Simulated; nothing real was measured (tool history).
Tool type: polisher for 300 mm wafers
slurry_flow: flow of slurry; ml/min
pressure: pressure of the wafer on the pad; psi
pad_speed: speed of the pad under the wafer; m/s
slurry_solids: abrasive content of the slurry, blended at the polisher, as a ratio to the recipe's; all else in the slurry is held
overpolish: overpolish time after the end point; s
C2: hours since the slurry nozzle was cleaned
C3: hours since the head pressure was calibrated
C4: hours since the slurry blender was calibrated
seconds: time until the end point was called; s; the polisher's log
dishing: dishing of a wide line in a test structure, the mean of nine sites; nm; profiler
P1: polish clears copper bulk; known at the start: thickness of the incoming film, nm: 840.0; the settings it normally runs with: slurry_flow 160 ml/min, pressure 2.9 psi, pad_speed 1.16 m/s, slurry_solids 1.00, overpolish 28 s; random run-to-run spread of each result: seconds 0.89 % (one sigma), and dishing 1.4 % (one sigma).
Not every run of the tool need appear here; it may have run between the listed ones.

{"run": 1, "hour": 10.4, "slurry_flow": 160, "pressure": 2.9, "pad_speed": 1.16, "slurry_solids": 1.0, "overpolish": 28, "wafers polished on this pad": 262, "C2": 248.7, "C3": 102.1, "C4": 50.6, "seconds": 84.656, "dishing": 58.901}
{"run": 2, "hour": 22.0, "slurry_flow": 160, "pressure": 2.9, "pad_speed": 1.16, "slurry_solids": 1.0, "overpolish": 15, "wafers polished on this pad": 331, "C2": 260.3, "C3": 113.7, "C4": 62.2, "seconds": 85.416, "dishing": 52.134}
{"run": 3, "hour": 33.4, "slurry_flow": 160, "pressure": 2.9, "pad_speed": 1.16, "slurry_solids": 0.55, "overpolish": 28, "wafers polished on this pad": 400, "C2": 271.7, "C3": 125.1, "C4": 73.6, "seconds": 95.126, "dishing": 58.784}
{"run": 4, "hour": 45.2, "slurry_flow": 160, "pressure": 1.9, "pad_speed": 1.16, "slurry_solids": 1.0, "overpolish": 28, "wafers polished on this pad": 470, "C2": 283.5, "C3": 136.9, "C4": 85.4, "seconds": 127.17, "dishing": 52.179}
{"run": 5, "hour": 56.4, "slurry_flow": 160, "pressure": 2.9, "pad_speed": 1.16, "slurry_solids": 1.0, "overpolish": 28, "wafers polished on this pad": 538, "C2": 294.7, "C3": 148.1, "C4": 96.6, "seconds": 83.831, "dishing": 59.605}
{"run": 6, "hour": 71.1, "slurry_flow": 95, "pressure": 2.9, "pad_speed": 1.16, "slurry_solids": 1.0, "overpolish": 28, "wafers polished on this pad": 626, "C2": 309.4, "C3": 162.8, "C4": 111.3, "seconds": 93.614, "dishing": 58.635}
{"run": 7, "hour": 78.8, "slurry_flow": 160, "pressure": 2.9, "pad_speed": 1.16, "slurry_solids": 1.0, "overpolish": 28, "wafers polished on this pad": 672, "C2": 317.1, "C3": 170.5, "C4": 119.0, "seconds": 84.081, "dishing": 59.111}
{"run": 8, "hour": 90.4, "slurry_flow": 160, "pressure": 2.9, "pad_speed": 1.16, "slurry_solids": 1.0, "overpolish": 42, "wafers polished on this pad": 741, "C2": 328.7, "C3": 182.1, "C4": 130.6, "seconds": 83.776, "dishing": 61.86}
{"run": 9, "hour": 103.2, "slurry_flow": 235, "pressure": 2.9, "pad_speed": 1.16, "slurry_solids": 1.0, "overpolish": 28, "wafers polished on this pad": 818, "C2": 341.5, "C3": 194.9, "C4": 143.4, "seconds": 81.09, "dishing": 59.092}
{"run": 10, "hour": 117.6, "slurry_flow": 225, "pressure": 2.9, "pad_speed": 1.16, "slurry_solids": 1.0, "overpolish": 46, "wafers polished on this pad": 905, "C2": 355.9, "C3": 209.3, "C4": 157.8, "seconds": 80.8, "dishing": 60.547}
{"run": 11, "hour": 131.6, "slurry_flow": 160, "pressure": 2.9, "pad_speed": 1.16, "slurry_solids": 1.5, "overpolish": 28, "wafers polished on this pad": 988, "C2": 369.9, "C3": 223.3, "C4": 171.8, "seconds": 76.883, "dishing": 59.212}
{"run": 12, "hour": 148.8, "slurry_flow": 160, "pressure": 2.9, "pad_speed": 1.16, "slurry_solids": 1.0, "overpolish": 28, "wafers polished on this pad": 1092, "C2": 387.1, "C3": 240.5, "C4": 189.0, "seconds": 84.585, "dishing": 57.866}
{"run": 13, "hour": 158.5, "slurry_flow": 160, "pressure": 2.9, "pad_speed": 1.16, "slurry_solids": 1.0, "overpolish": 28, "wafers polished on this pad": 1150, "C2": 396.8, "C3": 250.2, "C4": 198.7, "seconds": 84.278, "dishing": 57.902}
{"run": 14, "hour": 175.6, "slurry_flow": 160, "pressure": 2.9, "pad_speed": 0.58, "slurry_solids": 1.0, "overpolish": 28, "wafers polished on this pad": 1252, "C2": 413.9, "C3": 267.3, "C4": 215.8, "seconds": 169.99, "dishing": 50.231}
{"run": 15, "hour": 183.5, "slurry_flow": 160, "pressure": 2.9, "pad_speed": 1.16, "slurry_solids": 1.0, "overpolish": 28, "wafers polished on this pad": 1300, "C2": 421.8, "C3": 275.2, "C4": 223.7, "seconds": 84.499, "dishing": 60.11}
{"run": 16, "hour": 194.0, "slurry_flow": 160, "pressure": 2.9, "pad_speed": 1.76, "slurry_solids": 1.0, "overpolish": 28, "wafers polished on this pad": 1363, "C2": 432.3, "C3": 285.7, "C4": 234.2, "seconds": 56.951, "dishing": 60.854}
{"run": 17, "hour": 204.6, "slurry_flow": 160, "pressure": 4.4, "pad_speed": 1.16, "slurry_solids": 1.0, "overpolish": 28, "wafers polished on this pad": 1426, "C2": 442.9, "C3": 296.3, "C4": 244.8, "seconds": 55.029, "dishing": 63.874}
{"run": 18, "hour": 214.9, "slurry_flow": 160, "pressure": 2.9, "pad_speed": 1.16, "slurry_solids": 1.0, "overpolish": 28, "wafers polished on this pad": 1488, "C2": 453.2, "C3": 306.6, "C4": 255.1, "seconds": 83.609, "dishing": 58.219}
{"run": 19, "hour": 232.2, "slurry_flow": 160, "pressure": 2.9, "pad_speed": 1.16, "slurry_solids": 1.0, "overpolish": 28, "wafers polished on this pad": 1592, "C2": 470.5, "C3": 323.9, "C4": 272.4, "seconds": 87.939, "dishing": 58.551}
{"run": 20, "hour": 245.4, "slurry_flow": 160, "pressure": 2.9, "pad_speed": 1.16, "slurry_solids": 1.0, "overpolish": 28, "wafers polished on this pad": 1671, "C2": 483.7, "C3": 337.1, "C4": 285.6, "seconds": 87.922, "dishing": 58.96}
{"run": 21, "hour": 256.4, "slurry_flow": 160, "pressure": 2.9, "pad_speed": 1.16, "slurry_solids": 1.0, "overpolish": 28, "wafers polished on this pad": 1737, "C2": 494.7, "C3": 348.1, "C4": 296.6, "seconds": 88.995, "dishing": 58.866}
{"hour": 263.2, "done": "head pressure recalibrated"}
{"run": 22, "hour": 269.0, "slurry_flow": 160, "pressure": 2.9, "pad_speed": 1.16, "slurry_solids": 1.0, "overpolish": 28, "wafers polished on this pad": 1812, "C2": 507.3, "C3": 5.9, "C4": 309.2, "seconds": 91.443, "dishing": 57.729}
{"run": 23, "hour": 282.3, "slurry_flow": 160, "pressure": 2.9, "pad_speed": 1.16, "slurry_solids": 1.0, "overpolish": 28, "wafers polished on this pad": 1892, "C2": 520.6, "C3": 19.2, "C4": 322.5, "seconds": 92.115, "dishing": 58.176}
{"hour": 283.2, "done": "slurry blender recalibrated"}
{"run": 24, "hour": 299.8, "slurry_flow": 160, "pressure": 2.9, "pad_speed": 1.16, "slurry_solids": 1.0, "overpolish": 28, "wafers polished on this pad": 1997, "C2": 538.1, "C3": 36.7, "C4": 16.7, "seconds": 92.665, "dishing": 58.792}
{"run": 25, "hour": 310.5, "slurry_flow": 160, "pressure": 2.9, "pad_speed": 1.16, "slurry_solids": 1.0, "overpolish": 28, "wafers polished on this pad": 2061, "C2": 548.8, "C3": 47.4, "C4": 27.4, "seconds": 94.025, "dishing": 59.158}
{"run": 26, "hour": 318.8, "slurry_flow": 160, "pressure": 2.9, "pad_speed": 1.16, "slurry_solids": 1.0, "overpolish": 28, "wafers polished on this pad": 2111, "C2": 557.1, "C3": 55.7, "C4": 35.7, "seconds": 91.675, "dishing": 59.189}
{"run": 27, "hour": 328.0, "slurry_flow": 160, "pressure": 2.9, "pad_speed": 1.16, "slurry_solids": 1.0, "overpolish": 28, "wafers polished on this pad": 2166, "C2": 566.3, "C3": 64.9, "C4": 44.9, "seconds": 92.828, "dishing": 57.793}
{"run": 28, "hour": 345.5, "slurry_flow": 160, "pressure": 2.9, "pad_speed": 1.16, "slurry_solids": 1.0, "overpolish": 28, "wafers polished on this pad": 2271, "C2": 583.8, "C3": 82.4, "C4": 62.4, "seconds": 93.409, "dishing": 58.145}

P1 has crept away from where it was. The log is fitted equally well by each of these 2 causes, at the sizes shown:
A: slurry flow missing at the pad, % = 37.4
B: removal rate lost through wear of the pad, % = 9.1
Creep in the process output first set in at about hour 214.9.
All other causes, with the reason each is excluded:
head's pressure below its setpoint, %: serviced at hour 263.2, which brought nothing back
abrasive missing from the slurry, %: serviced at hour 283.2, which brought nothing back

Which of the 4 check runs listed below, each an average over 5 wafers with its results shown as question marks, gives clearly different results under the different listed causes?
{"run": "check 1", "hour": 363.0, "slurry_flow": 160, "pressure": 2.0, "pad_speed": 1.16, "slurry_solids": 1.0, "overpolish": 28, "seconds": "?", "dishing": "?"}
{"run": "check 2", "hour": 363.0, "slurry_flow": 160, "pressure": 2.9, "pad_speed": 1.74, "slurry_solids": 1.0, "overpolish": 28, "seconds": "?", "dishing": "?"}
{"run": "check 3", "hour": 363.0, "slurry_flow": 160, "pressure": 2.1, "pad_speed": 1.16, "slurry_solids": 1.45, "overpolish": 28, "seconds": "?", "dishing": "?"}
{"run": "check 4", "hour": 363.0, "slurry_flow": 115, "pressure": 2.9, "pad_speed": 0.58, "slurry_solids": 1.0, "overpolish": 28, "seconds": "?", "dishing": "?"}

What each check would give under each cause:
check=check_1 result=seconds if_A=134.690 if_B=134.680
check=check_1 result=dishing if_A=51.764 if_B=51.765
check=check_2 result=seconds if_A=61.927 if_B=61.922
check=check_2 result=dishing if_A=60.431 if_B=60.431
check=check_3 result=seconds if_A=118.250 if_B=118.240
check=check_3 result=dishing if_A=53.670 if_B=53.671
check=check_4 result=seconds if_A=204.390 if_B=197.850
check=check_4 result=dishing if_A=46.786 if_B=47.452
Distance between the nearest two causes, measured in the result of the check that separates them most: check 1 0.01 %; check 2 0.01 %; check 3 0.01 %; check 4 3.25 %
The causes can be told apart only by check 4. The other checks would give nearly the same results under each of them.

Check 4 was carried out, with these results: seconds 198.270 s; dishing 47.677 nm. Which of the listed causes is responsible?

It was cause B: removal rate lost through wear of the pad, %.

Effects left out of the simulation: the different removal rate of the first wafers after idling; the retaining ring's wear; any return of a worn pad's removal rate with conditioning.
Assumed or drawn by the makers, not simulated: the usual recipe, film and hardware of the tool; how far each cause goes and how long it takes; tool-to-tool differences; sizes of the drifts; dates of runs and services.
